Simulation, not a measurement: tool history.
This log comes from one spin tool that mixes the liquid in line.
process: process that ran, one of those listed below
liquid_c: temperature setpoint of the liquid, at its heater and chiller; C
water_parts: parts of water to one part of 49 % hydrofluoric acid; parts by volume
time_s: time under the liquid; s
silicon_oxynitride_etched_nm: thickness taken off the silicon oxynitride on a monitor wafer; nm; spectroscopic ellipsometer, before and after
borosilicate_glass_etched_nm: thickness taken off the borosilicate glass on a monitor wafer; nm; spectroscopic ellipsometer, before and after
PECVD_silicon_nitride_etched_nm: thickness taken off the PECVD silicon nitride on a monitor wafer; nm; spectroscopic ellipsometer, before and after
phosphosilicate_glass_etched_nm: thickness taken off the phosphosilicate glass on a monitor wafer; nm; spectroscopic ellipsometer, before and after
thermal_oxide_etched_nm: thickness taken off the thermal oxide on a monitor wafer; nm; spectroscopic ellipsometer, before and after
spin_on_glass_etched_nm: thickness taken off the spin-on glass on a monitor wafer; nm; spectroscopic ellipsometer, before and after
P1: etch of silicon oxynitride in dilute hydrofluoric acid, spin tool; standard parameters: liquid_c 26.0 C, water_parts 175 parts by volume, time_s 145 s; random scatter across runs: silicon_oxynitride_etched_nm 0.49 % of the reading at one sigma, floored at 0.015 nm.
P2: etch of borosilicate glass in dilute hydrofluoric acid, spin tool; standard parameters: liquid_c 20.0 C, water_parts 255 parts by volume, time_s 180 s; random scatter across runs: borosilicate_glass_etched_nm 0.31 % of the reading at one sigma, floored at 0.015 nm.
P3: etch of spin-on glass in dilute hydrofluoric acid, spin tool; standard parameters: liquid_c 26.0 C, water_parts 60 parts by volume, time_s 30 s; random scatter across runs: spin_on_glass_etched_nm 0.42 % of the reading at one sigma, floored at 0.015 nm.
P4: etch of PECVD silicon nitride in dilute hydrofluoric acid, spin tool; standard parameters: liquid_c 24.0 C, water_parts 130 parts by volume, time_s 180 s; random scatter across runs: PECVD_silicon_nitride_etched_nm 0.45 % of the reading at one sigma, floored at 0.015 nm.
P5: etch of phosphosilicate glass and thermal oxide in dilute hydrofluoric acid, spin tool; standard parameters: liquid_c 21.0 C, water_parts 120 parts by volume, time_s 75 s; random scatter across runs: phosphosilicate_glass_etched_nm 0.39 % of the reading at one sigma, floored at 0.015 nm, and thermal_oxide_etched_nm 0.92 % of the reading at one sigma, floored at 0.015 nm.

| run | hour | process | liquid_c | water_parts | time_s | hours since the thermometer was replaced | hours since the hydrofluoric acid flow meter was replaced | silicon_oxynitride_etched_nm | borosilicate_glass_etched_nm | PECVD_silicon_nitride_etched_nm | phosphosilicate_glass_etched_nm | thermal_oxide_etched_nm | spin_on_glass_etched_nm |
|---|---|---|---|---|---|---|---|---|---|---|---|---|---|
| 1 | 6.0 | P1 | 26.0 | 175 | 145 | 530.5 | 523.2 | 4.0918 |  |  |  |  |  |
| 2 | 15.5 | P1 | 26.0 | 175 | 145 | 540.0 | 532.7 | 4.1213 |  |  |  |  |  |
| 3 | 25.7 | P2 | 20.0 | 255 | 180 | 550.2 | 542.9 |  | 13.0070 |  |  |  |  |
| 4 | 31.2 | P4 | 24.0 | 130 | 65 | 555.7 | 548.4 |  |  | 2.7644 |  |  |  |
| 5 | 39.4 | P1 | 26.0 | 175 | 145 | 563.9 | 556.6 | 4.0768 |  |  |  |  |  |
| 6 | 47.1 | P1 | 33.0 | 240 | 145 | 571.6 | 564.3 | 3.7860 |  |  |  |  |  |
| 7 | 56.7 | P5 | 21.0 | 70 | 75 | 581.2 | 573.9 |  |  |  | 87.662 | 4.5486 |  |
| 8 | 67.4 | P5 | 21.0 | 120 | 75 | 591.9 | 584.6 |  |  |  | 47.922 | 2.5083 |  |
| 9 | 72.8 | P1 | 33.5 | 175 | 145 | 597.3 | 590.0 | 5.6937 |  |  |  |  |  |
| 10 | 82.5 | P4 | 24.0 | 130 | 180 | 607.0 | 599.7 |  |  | 7.5660 |  |  |  |
| 11 | 93.1 | P1 | 18.5 | 175 | 145 | 617.6 | 610.3 | 2.9532 |  |  |  |  |  |
| 12 | 99.2 | P2 | 20.0 | 135 | 180 | 623.7 | 616.4 |  | 27.9580 |  |  |  |  |
| 13 | 104.2 | P2 | 17.0 | 255 | 180 | 628.7 | 621.4 |  | 11.6520 |  |  |  |  |
| 14 | 112.3 | P5 | 21.0 | 120 | 35 | 636.8 | 629.5 |  |  |  | 22.337 | 1.1554 |  |
| 15 | 121.9 | P3 | 34.0 | 60 | 30 | 646.4 | 639.1 |  |  |  |  |  | 34.485 |
| 16 | 128.6 | P4 | 24.0 | 130 | 180 | 653.1 | 645.8 |  |  | 7.5777 |  |  |  |
| 17 | 135.4 | P1 | 26.0 | 175 | 145 | 659.9 | 652.6 | 4.1039 |  |  |  |  |  |
| 18 | 141.3 | P1 | 26.0 | 175 | 145 | 665.8 | 658.5 | 4.1430 |  |  |  |  |  |
| 19 | 148.8 | P1 | 26.0 | 175 | 215 | 673.3 | 666.0 | 6.1290 |  |  |  |  |  |
| 20 | 154.7 | P4 | 24.0 | 235 | 180 | 679.2 | 671.9 |  |  | 4.2693 |  |  |  |
| 21 | 161.6 | P1 | 26.0 | 175 | 145 | 686.1 | 678.8 | 4.1295 |  |  |  |  |  |
| 22 | 167.1 | P5 | 21.0 | 120 | 75 | 691.6 | 684.3 |  |  |  | 47.876 | 2.4920 |  |
| 23 | 174.1 | P3 | 26.0 | 20 | 30 | 698.6 | 691.3 |  |  |  |  |  | 80.830 |
| 24 | 183.4 | P5 | 17.0 | 120 | 75 | 707.9 | 700.6 |  |  |  | 40.879 | 2.1248 |  |
| 25 | 191.1 | P1 | 26.0 | 90 | 145 | 715.6 | 708.3 | 8.6188 |  |  |  |  |  |
| 26 | 200.1 | P3 | 26.0 | 60 | 30 | 724.6 | 717.3 |  |  |  |  |  | 25.297 |
| 27 | 208.0 | P4 | 29.0 | 130 | 180 | 732.5 | 725.2 |  |  | 10.5080 |  |  |  |
| 28 | 216.4 | P1 | 26.0 | 50 | 75 | 740.9 | 733.6 | 8.3108 |  |  |  |  |  |
| 29 | 226.7 | P1 | 26.0 | 250 | 145 | 751.2 | 743.9 | 2.7296 |  |  |  |  |  |
| 30 | 237.5 | P1 | 26.0 | 175 | 50 | 762.0 | 754.7 | 1.4326 |  |  |  |  |  |
| 31 | 243.5 | P2 | 20.0 | 255 | 35 | 768.0 | 760.7 |  | 2.5575 |  |  |  |  |
| 32 | 248.9 | P3 | 26.0 | 60 | 45 | 773.4 | 766.1 |  |  |  |  |  | 38.020 |
| 33 | 257.7 | P1 | 26.0 | 175 | 145 | 782.2 | 774.9 | 4.1400 |  |  |  |  |  |
| 34 | 268.6 | P1 | 26.0 | 175 | 145 | 793.1 | 785.8 | 4.0012 |  |  |  |  |  |
| 35 | 277.6 | P1 | 26.0 | 175 | 145 | 802.1 | 794.8 | 3.9163 |  |  |  |  |  |
| 36 | 287.1 | P1 | 26.0 | 175 | 145 | 811.6 | 804.3 | 3.8598 |  |  |  |  |  |
| 37 | 292.7 | P1 | 26.0 | 175 | 145 | 817.2 | 809.9 | 3.9253 |  |  |  |  |  |
| 38 | 299.6 | P1 | 26.0 | 175 | 145 | 824.1 | 816.8 | 3.8585 |  |  |  |  |  |
| 39 | 306.3 | P1 | 26.0 | 175 | 145 | 830.8 | 823.5 | 3.8453 |  |  |  |  |  |
| 40 | 314.7 | P1 | 26.0 | 175 | 145 | 839.2 | 831.9 | 3.8234 |  |  |  |  |  |
| 41 | 321.3 | P1 | 26.0 | 175 | 145 | 845.8 | 838.5 | 3.8166 |  |  |  |  |  |
| 42 | 328.5 | P1 | 26.0 | 175 | 145 | 853.0 | 845.7 | 3.8160 |  |  |  |  |  |
| 43 | 335.0 | P1 | 26.0 | 175 | 145 | 859.5 | 852.2 | 3.7980 |  |  |  |  |  |
| 44 | 345.6 | P1 | 26.0 | 175 | 145 | 870.1 | 862.8 | 3.8164 |  |  |  |  |  |

P1 no longer gives what it gave before; its output has crept away from where it was. The following 2 causes, each at its listed size, fit the log equally well:
A: hydrofluoric acid flow below the setpoint (%) = 6.49
B: liquid colder than its thermometer reads (K) = 1.73
The creep began at about hour 257.7.

You are offered 4 check runs, listed below with question marks in place of their results; each one averages 2 wafers. Which run separates the listed causes by giving clearly different results for each?
| check 1 | 356.2 | P2 | 17.0 | 135 | 180 |  |  |  | ? |  |  |  |  |
| check 2 | 356.2 | P5 | 21.0 | 80 | 75 |  |  |  |  |  | ? | ? |  |
| check 3 | 356.2 | P4 | 24.0 | 170 | 85 |  |  |  |  | ? |  |  |  |
| check 4 | 356.2 | P3 | 34.0 | 30 | 30 |  |  |  |  |  |  |  | ? |

What each check would give under each cause:
| check | result | if A | if B |
|---|---|---|---|
| check 1 | borosilicate_glass_etched_nm | 22.8110 | 22.9070 |
| check 2 | phosphosilicate_glass_etched_nm | 69.909 | 70.027 |
| check 2 | thermal_oxide_etched_nm | 3.6767 | 3.6829 |
| check 3 | PECVD_silicon_nitride_etched_nm | 2.5733 | 2.4597 |
| check 4 | spin_on_glass_etched_nm | 67.985 | 68.191 |
Smallest distance between any two causes, each pair judged by its most separating result, in per cent: check 1 0.42 %; check 2 0.17 %; check 3 4.51 %; check 4 0.3 %
Only check 3 tells the causes apart: in the others they would give nearly the same result.

Running check 3 produced the following: PECVD_silicon_nitride_etched_nm 2.4731 nm. Which one of the listed causes fits?

The cause is B: liquid colder than its thermometer reads (K).

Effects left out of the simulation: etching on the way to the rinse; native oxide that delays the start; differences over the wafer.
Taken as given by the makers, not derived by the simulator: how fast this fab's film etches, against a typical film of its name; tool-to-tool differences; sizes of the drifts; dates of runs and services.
